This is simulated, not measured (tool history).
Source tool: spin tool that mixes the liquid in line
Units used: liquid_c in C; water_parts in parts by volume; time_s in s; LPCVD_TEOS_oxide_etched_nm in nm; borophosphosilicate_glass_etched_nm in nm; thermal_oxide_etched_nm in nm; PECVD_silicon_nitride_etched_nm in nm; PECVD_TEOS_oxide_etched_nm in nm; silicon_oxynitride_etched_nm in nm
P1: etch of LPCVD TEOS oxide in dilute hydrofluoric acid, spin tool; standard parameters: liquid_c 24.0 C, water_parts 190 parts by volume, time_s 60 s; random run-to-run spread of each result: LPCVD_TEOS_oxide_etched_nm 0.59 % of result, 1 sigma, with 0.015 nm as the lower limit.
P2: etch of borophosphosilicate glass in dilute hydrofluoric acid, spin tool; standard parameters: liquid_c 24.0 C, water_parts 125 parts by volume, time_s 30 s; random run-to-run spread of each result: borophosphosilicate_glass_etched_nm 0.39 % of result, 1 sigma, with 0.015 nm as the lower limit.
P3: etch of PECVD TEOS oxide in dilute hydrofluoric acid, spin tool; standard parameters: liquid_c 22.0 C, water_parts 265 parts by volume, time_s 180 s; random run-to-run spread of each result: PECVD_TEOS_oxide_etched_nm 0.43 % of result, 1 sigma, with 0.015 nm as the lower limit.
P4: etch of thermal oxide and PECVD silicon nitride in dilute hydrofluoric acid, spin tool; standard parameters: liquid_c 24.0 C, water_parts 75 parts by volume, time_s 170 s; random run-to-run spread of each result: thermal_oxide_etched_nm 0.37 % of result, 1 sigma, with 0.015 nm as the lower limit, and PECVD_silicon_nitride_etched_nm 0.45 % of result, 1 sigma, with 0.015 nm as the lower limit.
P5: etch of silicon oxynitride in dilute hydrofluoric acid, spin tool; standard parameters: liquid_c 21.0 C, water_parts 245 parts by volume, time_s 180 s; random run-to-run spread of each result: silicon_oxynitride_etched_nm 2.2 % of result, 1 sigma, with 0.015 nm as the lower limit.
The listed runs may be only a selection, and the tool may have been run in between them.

| run | hour | process | liquid_c | water_parts | time_s | hours since the thermometer was replaced | hours since the hydrofluoric acid flow meter was replaced | LPCVD_TEOS_oxide_etched_nm | borophosphosilicate_glass_etched_nm | thermal_oxide_etched_nm | PECVD_silicon_nitride_etched_nm | PECVD_TEOS_oxide_etched_nm | silicon_oxynitride_etched_nm |
|---|---|---|---|---|---|---|---|---|---|---|---|---|---|
| 1 | 12.3 | P1 | 24.0 | 190 | 60 | 1182.2 | 253.7 | 5.1579 |  |  |  |  |  |
| 2 | 22.7 | P1 | 28.5 | 305 | 60 | 1192.6 | 264.1 | 3.3551 |  |  |  |  |  |
| 3 | 32.3 | P1 | 24.0 | 190 | 25 | 1202.2 | 273.7 | 2.1657 |  |  |  |  |  |
| 4 | 46.0 | P2 | 24.0 | 125 | 30 | 1215.9 | 287.4 |  | 20.799 |  |  |  |  |
| 5 | 53.6 | P2 | 24.0 | 125 | 45 | 1223.5 | 295.0 |  | 30.963 |  |  |  |  |
| 6 | 69.5 | P2 | 31.0 | 125 | 30 | 1239.4 | 310.9 |  | 26.903 |  |  |  |  |
| 7 | 84.2 | P1 | 24.0 | 190 | 60 | 1254.1 | 325.6 | 5.2235 |  |  |  |  |  |
|  | 94.2 | hydrofluoric acid flow meter replaced |
| 8 | 95.8 | P4 | 24.0 | 115 | 170 | 1265.7 | 1.7 |  |  | 6.8677 | 4.7975 |  |  |
| 9 | 111.6 | P1 | 31.0 | 190 | 60 | 1281.5 | 17.5 | 6.6489 |  |  |  |  |  |
| 10 | 122.0 | P1 | 24.0 | 305 | 60 | 1291.9 | 27.9 | 2.9020 |  |  |  |  |  |
| 11 | 137.1 | P4 | 29.0 | 75 | 170 | 1307.0 | 43.0 |  |  | 13.3730 | 10.1790 |  |  |
| 12 | 151.3 | P1 | 24.0 | 190 | 60 | 1321.2 | 57.2 | 5.2081 |  |  |  |  |  |
| 13 | 166.5 | P3 | 22.0 | 265 | 180 | 1336.4 | 72.4 |  |  |  |  | 8.7513 |  |
| 14 | 176.0 | P4 | 24.0 | 75 | 265 | 1345.9 | 81.9 |  |  | 17.0940 | 11.3410 |  |  |
| 15 | 189.7 | P5 | 27.5 | 245 | 180 | 1359.6 | 95.6 |  |  |  |  |  | 1.31570 |
| 16 | 196.6 | P3 | 27.5 | 265 | 180 | 1366.5 | 102.5 |  |  |  |  | 10.7090 |  |
| 17 | 208.2 | P1 | 24.0 | 190 | 60 | 1378.1 | 114.1 | 5.1345 |  |  |  |  |  |
| 18 | 221.7 | P3 | 22.0 | 110 | 180 | 1391.6 | 127.6 |  |  |  |  | 25.1270 |  |
| 19 | 236.2 | P3 | 22.0 | 265 | 325 | 1406.1 | 142.1 |  |  |  |  | 15.9100 |  |
| 20 | 251.0 | P1 | 17.0 | 190 | 60 | 1420.9 | 156.9 | 3.9863 |  |  |  |  |  |
| 21 | 258.7 | P5 | 21.0 | 245 | 90 | 1428.6 | 164.6 |  |  |  |  |  | 0.46161 |
| 22 | 270.7 | P5 | 21.0 | 110 | 180 | 1440.6 | 176.6 |  |  |  |  |  | 2.38740 |
| 23 | 282.6 | P1 | 24.0 | 290 | 30 | 1452.5 | 188.5 | 1.5518 |  |  |  |  |  |
| 24 | 291.6 | P1 | 24.0 | 190 | 110 | 1461.5 | 197.5 | 9.5930 |  |  |  |  |  |
| 25 | 299.1 | P1 | 27.0 | 190 | 35 | 1469.0 | 205.0 | 3.4599 |  |  |  |  |  |
| 26 | 314.5 | P2 | 24.0 | 190 | 30 | 1484.4 | 220.4 |  | 12.695 |  |  |  |  |
| 27 | 323.0 | P5 | 21.0 | 245 | 180 | 1492.9 | 228.9 |  |  |  |  |  | 0.92304 |
| 28 | 331.4 | P1 | 24.0 | 190 | 60 | 1501.3 | 237.3 | 5.2470 |  |  |  |  |  |
| 29 | 338.9 | P1 | 24.0 | 190 | 60 | 1508.8 | 244.8 | 5.2311 |  |  |  |  |  |
| 30 | 345.9 | P1 | 24.0 | 70 | 60 | 1515.8 | 251.8 | 16.2650 |  |  |  |  |  |
| 31 | 359.2 | P4 | 24.0 | 75 | 170 | 1529.1 | 265.1 |  |  | 11.0550 | 7.3691 |  |  |
| 32 | 368.2 | P1 | 24.0 | 190 | 60 | 1538.1 | 274.1 | 5.2305 |  |  |  |  |  |
| 33 | 376.0 | P1 | 24.0 | 190 | 60 | 1545.9 | 281.9 | 5.3231 |  |  |  |  |  |
| 34 | 391.1 | P1 | 24.0 | 190 | 60 | 1561.0 | 297.0 | 5.3961 |  |  |  |  |  |
| 35 | 405.2 | P1 | 24.0 | 190 | 60 | 1575.1 | 311.1 | 5.4999 |  |  |  |  |  |
| 36 | 420.2 | P1 | 24.0 | 190 | 60 | 1590.1 | 326.1 | 5.5595 |  |  |  |  |  |
| 37 | 432.0 | P1 | 24.0 | 190 | 60 | 1601.9 | 337.9 | 5.5412 |  |  |  |  |  |
| 38 | 447.4 | P1 | 24.0 | 190 | 60 | 1617.3 | 353.3 | 5.5984 |  |  |  |  |  |
| 39 | 458.9 | P1 | 24.0 | 190 | 60 | 1628.8 | 364.8 | 5.5406 |  |  |  |  |  |
| 40 | 471.1 | P1 | 24.0 | 190 | 60 | 1641.0 | 377.0 | 5.5890 |  |  |  |  |  |
| 41 | 484.7 | P1 | 24.0 | 190 | 60 | 1654.6 | 390.6 | 5.5910 |  |  |  |  |  |
| 42 | 494.8 | P1 | 24.0 | 190 | 60 | 1664.7 | 400.7 | 5.6335 |  |  |  |  |  |
| 43 | 507.7 | P1 | 24.0 | 190 | 60 | 1677.6 | 413.6 | 5.5717 |  |  |  |  |  |

Compared with where it was, what P1 gives has crept away. Each cause listed below fits the log as well as the rest, at the size given for it:
A: hydrofluoric acid flow above the setpoint (%) = 5.78
B: liquid hotter than its thermometer reads (K) = 1.84
The drift started at roughly hour 368.2.

The check runs listed below each take one wafer, and their results are still question marks. Under which run would the listed causes lead to clearly different results?
| check 1 | 520.6 | P2 | 24.0 | 125 | 30 |  |  |  | ? |  |  |  |  |
| check 2 | 520.6 | P3 | 22.0 | 265 | 180 |  |  |  |  |  |  | ? |  |
| check 3 | 520.6 | P5 | 21.0 | 245 | 180 |  |  |  |  |  |  |  | ? |
| check 4 | 520.6 | P4 | 24.0 | 75 | 170 |  |  |  |  | ? | ? |  |  |

How each check would come out, cause by cause:
| check | result | if A | if B |
|---|---|---|---|
| check 1 | borophosphosilicate_glass_etched_nm | 22.096 | 22.244 |
| check 2 | PECVD_TEOS_oxide_etched_nm | 9.4314 | 9.3928 |
| check 3 | silicon_oxynitride_etched_nm | 1.05030 | 1.06830 |
| check 4 | thermal_oxide_etched_nm | 11.7050 | 11.8490 |
| check 4 | PECVD_silicon_nitride_etched_nm | 7.7249 | 8.2555 |
Minimum pairwise separation of causes per check, each pair taken at its best-separating result: check 1 0.66 %; check 2 0.41 %; check 3 1.7 %; check 4 6.64 %
Only check 4 tells the causes apart: in the others they would give nearly the same result.

Check 4 was carried out, with these results: thermal_oxide_etched_nm 11.8680 nm; PECVD_silicon_nitride_etched_nm 8.2488 nm. Which of the listed causes is responsible?

Of the candidate causes, it is B: liquid hotter than its thermometer reads (K).

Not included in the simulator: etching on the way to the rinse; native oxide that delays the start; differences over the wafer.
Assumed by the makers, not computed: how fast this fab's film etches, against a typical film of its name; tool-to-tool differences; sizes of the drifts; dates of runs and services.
